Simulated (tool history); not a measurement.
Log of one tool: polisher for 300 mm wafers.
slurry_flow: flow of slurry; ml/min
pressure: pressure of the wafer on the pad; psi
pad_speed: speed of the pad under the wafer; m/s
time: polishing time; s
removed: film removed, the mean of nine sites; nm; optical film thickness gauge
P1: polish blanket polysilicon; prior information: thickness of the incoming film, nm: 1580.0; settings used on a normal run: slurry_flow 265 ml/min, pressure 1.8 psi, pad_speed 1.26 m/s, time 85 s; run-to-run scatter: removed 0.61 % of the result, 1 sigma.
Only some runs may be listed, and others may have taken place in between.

run  hour  slurry_flow  pressure  pad_speed  time  wafers polished on this pad  hours since the slurry nozzle was cleaned  hours since the head pressure was calibrated  removed
  1   4.1          265       1.8       1.26    85                          281                                      443.2                                         673.6   495.94
  2   8.7          160       1.2       1.26    85                          336                                      447.8                                         678.2   308.41
  3  13.8          265       1.8       1.82    85                          397                                      452.9                                         683.3   720.82
  4  21.0          265       1.3       1.26    85                          484                                      460.1                                         690.5   358.99
  5  26.1          265       1.8       1.26    85                          546                                      465.2                                         695.6   500.21
  6  31.0          265       1.8       1.26   108                          605                                      470.1                                         700.5   636.28
     33.1  -- slurry nozzle cleaned
  7  36.8          265       1.8       0.72    85                          674                                        3.7                                         706.3   285.99
  8  40.0          265       2.7       1.26    85                          713                                        6.9                                         709.5   752.62
  9  43.4          160       1.8       1.26    85                          754                                       10.3                                         712.9   467.89
 10  46.8          165       1.8       0.78    85                          795                                       13.7                                         716.3   286.95
 11  51.6          265       1.8       1.26    61                          853                                       18.5                                         721.1   357.29
 12  58.4          265       1.8       1.26    85                          934                                       25.3                                         727.9   500.59
 13  64.4          265       1.8       1.26    85                         1007                                       31.3                                         733.9   499.43
 14  70.2          380       1.8       1.26    85                         1076                                       37.1                                         739.7   519.94
 15  75.1          265       1.8       1.26    85                         1135                                       42.0                                         744.6   506.71
 16  80.1          265       1.8       1.26    85                         1196                                       47.0                                         749.6   488.96
 17  84.8          265       1.8       1.26    85                         1252                                       51.7                                         754.3   484.71
 18  91.9          265       1.8       1.26    85                         1338                                       58.8                                         761.4   483.43
 19  97.6          265       1.8       1.26    85                         1406                                       64.5                                         767.1   477.47

The next listed run, before its measurement:
     104.0  -- head pressure recalibrated
 20  104.0          265       1.8       1.26    85                         1483                                       70.9                                           0.0        ?

removed: 475.68 nm
